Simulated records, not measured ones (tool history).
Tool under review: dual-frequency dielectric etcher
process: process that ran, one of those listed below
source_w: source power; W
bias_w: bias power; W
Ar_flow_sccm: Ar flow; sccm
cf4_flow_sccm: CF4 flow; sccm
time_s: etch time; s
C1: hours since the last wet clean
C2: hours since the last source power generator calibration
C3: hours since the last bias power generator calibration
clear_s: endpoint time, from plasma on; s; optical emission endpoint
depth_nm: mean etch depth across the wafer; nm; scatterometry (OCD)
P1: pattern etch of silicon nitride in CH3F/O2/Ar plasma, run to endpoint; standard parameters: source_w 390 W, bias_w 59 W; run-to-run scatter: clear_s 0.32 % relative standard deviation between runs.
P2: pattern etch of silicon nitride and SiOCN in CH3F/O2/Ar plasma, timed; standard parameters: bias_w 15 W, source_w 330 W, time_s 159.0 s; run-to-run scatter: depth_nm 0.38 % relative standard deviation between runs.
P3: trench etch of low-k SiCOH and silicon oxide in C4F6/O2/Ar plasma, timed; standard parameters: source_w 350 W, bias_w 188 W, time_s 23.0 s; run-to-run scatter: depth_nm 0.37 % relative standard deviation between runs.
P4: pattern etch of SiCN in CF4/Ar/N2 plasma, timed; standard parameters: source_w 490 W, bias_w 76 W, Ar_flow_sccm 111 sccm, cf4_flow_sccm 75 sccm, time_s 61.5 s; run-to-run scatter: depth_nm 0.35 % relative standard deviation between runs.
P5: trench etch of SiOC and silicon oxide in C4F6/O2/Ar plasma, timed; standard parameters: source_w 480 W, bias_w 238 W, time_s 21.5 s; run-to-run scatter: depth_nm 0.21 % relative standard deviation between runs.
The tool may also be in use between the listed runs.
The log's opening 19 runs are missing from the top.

{"run": 20, "hour": 214.0, "process": "P1", "source_w": 390, "bias_w": 59, "C1": 312.5, "C2": 532.5, "C3": 145.7, "clear_s": 76.252}
{"run": 21, "hour": 223.6, "process": "P4", "source_w": 490, "bias_w": 76, "Ar_flow_sccm": 65, "cf4_flow_sccm": 75, "time_s": 61.5, "C1": 322.1, "C2": 542.1, "C3": 155.3, "depth_nm": 62.151}
{"run": 22, "hour": 231.6, "process": "P1", "source_w": 530, "bias_w": 59, "C1": 330.1, "C2": 550.1, "C3": 163.3, "clear_s": 67.781}
{"run": 23, "hour": 242.2, "process": "P5", "source_w": 320, "bias_w": 238, "time_s": 21.5, "C1": 340.7, "C2": 560.7, "C3": 173.9, "depth_nm": 42.719}
{"run": 24, "hour": 254.8, "process": "P3", "source_w": 350, "bias_w": 227, "time_s": 23.0, "C1": 353.3, "C2": 573.3, "C3": 186.5, "depth_nm": 73.711}
{"run": 25, "hour": 268.7, "process": "P5", "source_w": 480, "bias_w": 153, "time_s": 21.5, "C1": 367.2, "C2": 587.2, "C3": 200.4, "depth_nm": 43.499}
{"hour": 270.8, "done": "wet clean of the chamber"}
{"run": 26, "hour": 283.7, "process": "P4", "source_w": 620, "bias_w": 76, "Ar_flow_sccm": 111, "cf4_flow_sccm": 75, "time_s": 61.5, "C1": 13.0, "C2": 602.2, "C3": 215.4, "depth_nm": 71.14}
{"run": 27, "hour": 292.7, "process": "P1", "source_w": 390, "bias_w": 83, "C1": 22.0, "C2": 611.2, "C3": 224.4, "clear_s": 67.948}
{"run": 28, "hour": 303.8, "process": "P1", "source_w": 390, "bias_w": 59, "C1": 33.1, "C2": 622.3, "C3": 235.5, "clear_s": 76.309}

Run 29 is up next; what results do you expect?
{"run": 29, "hour": 318.3, "process": "P1", "source_w": 390, "bias_w": 59, "C1": 47.6, "C2": 636.8, "C3": 250.0, "clear_s": "?"}

{"run 29": {"clear_s": 76.732}}
